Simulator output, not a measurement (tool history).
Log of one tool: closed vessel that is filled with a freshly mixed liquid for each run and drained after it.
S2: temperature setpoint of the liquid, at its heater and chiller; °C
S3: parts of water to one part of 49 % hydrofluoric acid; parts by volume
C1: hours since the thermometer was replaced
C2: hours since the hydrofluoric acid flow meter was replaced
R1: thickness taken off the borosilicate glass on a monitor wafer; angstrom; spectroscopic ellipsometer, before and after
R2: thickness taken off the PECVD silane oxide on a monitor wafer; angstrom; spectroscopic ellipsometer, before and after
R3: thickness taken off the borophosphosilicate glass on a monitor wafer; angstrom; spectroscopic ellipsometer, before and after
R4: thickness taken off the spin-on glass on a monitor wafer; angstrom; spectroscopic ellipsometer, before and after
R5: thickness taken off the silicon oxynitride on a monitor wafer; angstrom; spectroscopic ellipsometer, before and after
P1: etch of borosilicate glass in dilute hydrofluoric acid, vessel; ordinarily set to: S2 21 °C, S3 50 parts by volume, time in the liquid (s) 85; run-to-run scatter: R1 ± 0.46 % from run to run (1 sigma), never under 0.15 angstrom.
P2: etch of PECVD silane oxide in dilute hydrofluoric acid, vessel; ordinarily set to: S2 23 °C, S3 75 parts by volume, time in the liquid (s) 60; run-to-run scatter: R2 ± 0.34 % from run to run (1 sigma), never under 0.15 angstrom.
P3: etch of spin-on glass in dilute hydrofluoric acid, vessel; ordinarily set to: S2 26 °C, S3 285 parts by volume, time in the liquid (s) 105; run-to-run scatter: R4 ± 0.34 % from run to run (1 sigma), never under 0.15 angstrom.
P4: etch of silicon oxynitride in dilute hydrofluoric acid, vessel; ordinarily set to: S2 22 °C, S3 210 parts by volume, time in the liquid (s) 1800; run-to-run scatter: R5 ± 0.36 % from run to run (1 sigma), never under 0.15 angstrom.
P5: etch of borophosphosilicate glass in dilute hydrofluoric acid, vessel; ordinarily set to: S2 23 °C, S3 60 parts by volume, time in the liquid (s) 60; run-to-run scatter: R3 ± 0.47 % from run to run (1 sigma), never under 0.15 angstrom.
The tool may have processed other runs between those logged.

Run 1, day 0.275: process that ran P1, S2 21 °C, S3 50 parts by volume, time in the liquid (s) 85; C1 602.5; C2 373.4. Result: R1 502.57 angstrom.
Run 2, day 0.688: process that ran P2, S2 23 °C, S3 20 parts by volume, time in the liquid (s) 60; C1 612.4; C2 383.3. Result: R2 1081.8 angstrom.
Run 3, day 1.021: process that ran P5, S2 23 °C, S3 60 parts by volume, time in the liquid (s) 115; C1 620.4; C2 391.3. Result: R3 808.32 angstrom.
Run 4, day 1.262: process that ran P1, S2 17 °C, S3 50 parts by volume, time in the liquid (s) 85; C1 626.2; C2 397.1. Result: R1 428.12 angstrom.
Run 5, day 1.675: process that ran P1, S2 21 °C, S3 50 parts by volume, time in the liquid (s) 40; C1 636.1; C2 407. Result: R1 237.57 angstrom.
Run 6, day 2.058: process that ran P3, S2 26 °C, S3 285 parts by volume, time in the liquid (s) 105; C1 645.3; C2 416.2. Result: R4 148.79 angstrom.
Run 7, day 2.342: process that ran P4, S2 18 °C, S3 210 parts by volume, time in the liquid (s) 1800; C1 652.1; C2 423. Result: R5 211.81 angstrom.
Run 8, day 2.688: process that ran P1, S2 21 °C, S3 50 parts by volume, time in the liquid (s) 85; C1 660.4; C2 431.3. Result: R1 502.35 angstrom.
Run 9, day 2.992: process that ran P4, S2 22 °C, S3 210 parts by volume, time in the liquid (s) 155; C1 667.7; C2 438.6. Result: R5 21.907 angstrom.
Run 10, day 3.317: process that ran P2, S2 23 °C, S3 75 parts by volume, time in the liquid (s) 30; C1 675.5; C2 446.4. Result: R2 135.05 angstrom.
Run 11, day 3.558: process that ran P3, S2 26 °C, S3 415 parts by volume, time in the liquid (s) 105; C1 681.3; C2 452.2. Result: R4 90.536 angstrom.
Run 12, day 3.846: process that ran P5, S2 23 °C, S3 40 parts by volume, time in the liquid (s) 60; C1 688.2; C2 459.1. Result: R3 653.35 angstrom.
Run 13, day 4.108: process that ran P4, S2 22 °C, S3 210 parts by volume, time in the liquid (s) 1800; C1 694.5; C2 465.4. Result: R5 252.11 angstrom.
Run 14, day 4.446: process that ran P5, S2 23 °C, S3 60 parts by volume, time in the liquid (s) 60; C1 702.6; C2 473.5. Result: R3 423.62 angstrom.
Run 15, day 4.683: process that ran P1, S2 27 °C, S3 50 parts by volume, time in the liquid (s) 160; C1 708.3; C2 479.2. Result: R1 1217.6 angstrom.
Run 16, day 5.054: process that ran P3, S2 21.5 °C, S3 285 parts by volume, time in the liquid (s) 105; C1 717.2; C2 488.1. Result: R4 127.37 angstrom.
Run 17, day 5.592: process that ran P2, S2 28.5 °C, S3 75 parts by volume, time in the liquid (s) 60; C1 730.1; C2 501. Result: R2 334.55 angstrom.
Run 18, day 6.104: process that ran P1, S2 28 °C, S3 50 parts by volume, time in the liquid (s) 85; C1 742.4; C2 513.3. Result: R1 676.14 angstrom.
Run 19, day 6.417: process that ran P2, S2 23 °C, S3 75 parts by volume, time in the liquid (s) 60; C1 749.9; C2 520.8. Result: R2 270.42 angstrom.
Run 20, day 6.708: process that ran P3, S2 26 °C, S3 285 parts by volume, time in the liquid (s) 175; C1 756.9; C2 527.8. Result: R4 248.55 angstrom.
Run 21, day 6.946: process that ran P3, S2 26 °C, S3 285 parts by volume, time in the liquid (s) 105; C1 762.6; C2 533.5. Result: R4 148.45 angstrom.
Run 22, day 7.354: process that ran P1, S2 21 °C, S3 85 parts by volume, time in the liquid (s) 85; C1 772.4; C2 543.3. Result: R1 284.55 angstrom.
Run 23, day 7.658: process that ran P1, S2 21 °C, S3 50 parts by volume, time in the liquid (s) 125; C1 779.7; C2 550.6. Result: R1 741.37 angstrom.
Run 24, day 8.046: process that ran P5, S2 23 °C, S3 60 parts by volume, time in the liquid (s) 60; C1 789; C2 559.9. Result: R3 424.96 angstrom.
Run 25, day 8.342: process that ran P4, S2 22 °C, S3 325 parts by volume, time in the liquid (s) 1800; C1 796.1; C2 567. Result: R5 151.36 angstrom.
Run 26, day 8.658: process that ran P1, S2 21 °C, S3 25 parts by volume, time in the liquid (s) 85; C1 803.7; C2 574.6. Result: R1 1041.5 angstrom.
Run 27, day 8.983: process that ran P1, S2 21 °C, S3 50 parts by volume, time in the liquid (s) 85; C1 811.5; C2 582.4. Result: R1 498.69 angstrom.
Run 28, day 9.467: process that ran P5, S2 19 °C, S3 60 parts by volume, time in the liquid (s) 60; C1 823.1; C2 594. Result: R3 354.09 angstrom.
Run 29, day 9.912: process that ran P1, S2 29 °C, S3 50 parts by volume, time in the liquid (s) 40; C1 833.8; C2 604.7. Result: R1 328.85 angstrom.
Run 30, day 10.362: process that ran P1, S2 21 °C, S3 50 parts by volume, time in the liquid (s) 85; C1 844.6; C2 615.5. Result: R1 504.35 angstrom.
Run 31, day 10.812: process that ran P1, S2 21 °C, S3 50 parts by volume, time in the liquid (s) 85; C1 855.4; C2 626.3. Result: R1 505.83 angstrom.
Run 32, day 11.083: process that ran P1, S2 21 °C, S3 50 parts by volume, time in the liquid (s) 85; C1 861.9; C2 632.8. Result: R1 514.9 angstrom.
Run 33, day 11.596: process that ran P1, S2 21 °C, S3 50 parts by volume, time in the liquid (s) 85; C1 874.2; C2 645.1. Result: R1 526.86 angstrom.
Run 34, day 11.95: process that ran P1, S2 21 °C, S3 50 parts by volume, time in the liquid (s) 85; C1 882.7; C2 653.6. Result: R1 533.54 angstrom.

Run 35 has not been measured yet. What should we expect?
Run 35, day 12.25: process that ran P1, S2 21 °C, S3 50 parts by volume, time in the liquid (s) 85; C1 889.9; C2 660.8. Result: R1 ?.

Run 35 yielded R1 535.44 angstrom.
